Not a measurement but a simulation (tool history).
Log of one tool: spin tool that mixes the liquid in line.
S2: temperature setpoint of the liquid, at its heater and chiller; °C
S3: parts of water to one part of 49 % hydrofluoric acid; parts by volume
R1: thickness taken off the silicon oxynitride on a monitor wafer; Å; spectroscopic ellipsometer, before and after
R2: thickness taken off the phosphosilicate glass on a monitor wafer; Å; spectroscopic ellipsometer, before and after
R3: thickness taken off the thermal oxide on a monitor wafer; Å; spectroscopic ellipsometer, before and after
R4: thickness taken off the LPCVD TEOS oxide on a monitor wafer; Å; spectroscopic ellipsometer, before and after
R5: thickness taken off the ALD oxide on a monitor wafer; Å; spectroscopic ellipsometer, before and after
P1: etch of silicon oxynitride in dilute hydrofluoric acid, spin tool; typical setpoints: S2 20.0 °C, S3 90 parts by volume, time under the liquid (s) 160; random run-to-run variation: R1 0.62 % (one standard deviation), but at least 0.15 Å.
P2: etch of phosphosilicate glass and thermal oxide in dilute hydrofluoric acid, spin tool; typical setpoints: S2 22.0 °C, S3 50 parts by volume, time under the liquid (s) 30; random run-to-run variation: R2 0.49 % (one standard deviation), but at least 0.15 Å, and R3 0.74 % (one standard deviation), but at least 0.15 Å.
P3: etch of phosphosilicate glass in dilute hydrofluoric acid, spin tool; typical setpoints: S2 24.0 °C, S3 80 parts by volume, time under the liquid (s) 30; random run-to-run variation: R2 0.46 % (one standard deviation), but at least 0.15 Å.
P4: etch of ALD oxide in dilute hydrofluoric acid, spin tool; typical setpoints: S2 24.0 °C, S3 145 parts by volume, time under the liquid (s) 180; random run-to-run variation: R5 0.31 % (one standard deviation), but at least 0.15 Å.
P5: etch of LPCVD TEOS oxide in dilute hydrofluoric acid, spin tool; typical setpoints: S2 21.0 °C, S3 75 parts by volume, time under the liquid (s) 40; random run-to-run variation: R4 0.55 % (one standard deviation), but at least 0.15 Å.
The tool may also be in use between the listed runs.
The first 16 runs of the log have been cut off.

run 17 hour=101.3 | process_that_ran=P3 S2=24.0 S3=20 time_under_the_liquid_(s)=30 | R2=2023.00
run 18 hour=107.6 | process_that_ran=P1 S2=17.0 S3=90 time_under_the_liquid_(s)=160 | R1=34.568
run 19 hour=115.7 | process_that_ran=P4 S2=24.0 S3=145 time_under_the_liquid_(s)=180 | R5=321.80
run 20 hour=121.8 | process_that_ran=P1 S2=20.0 S3=155 time_under_the_liquid_(s)=160 | R1=21.909
run 21 hour=129.7 | process_that_ran=P1 S2=20.0 S3=90 time_under_the_liquid_(s)=160 | R1=40.399
run 22 hour=135.1 | process_that_ran=P1 S2=20.0 S3=90 time_under_the_liquid_(s)=160 | R1=39.656
run 23 hour=141.6 | process_that_ran=P1 S2=20.0 S3=90 time_under_the_liquid_(s)=60 | R1=14.943
run 24 hour=148.3 | process_that_ran=P5 S2=21.0 S3=75 time_under_the_liquid_(s)=40 | R4=108.250
run 25 hour=155.3 | process_that_ran=P3 S2=24.0 S3=80 time_under_the_liquid_(s)=30 | R2=471.12
run 26 hour=164.0 | process_that_ran=P4 S2=32.0 S3=145 time_under_the_liquid_(s)=180 | R5=432.14
run 27 hour=173.1 | process_that_ran=P5 S2=21.0 S3=75 time_under_the_liquid_(s)=15 | R4=40.635
run 28 hour=180.1 | process_that_ran=P2 S2=22.0 S3=20 time_under_the_liquid_(s)=30 | R2=3115.70 R3=77.751

The next listed run, before its measurement:
run 29 hour=189.4 | process_that_ran=P1 S2=20.0 S3=40 time_under_the_liquid_(s)=160 | R1=?

Run 29 measured R1 93.396 Å.
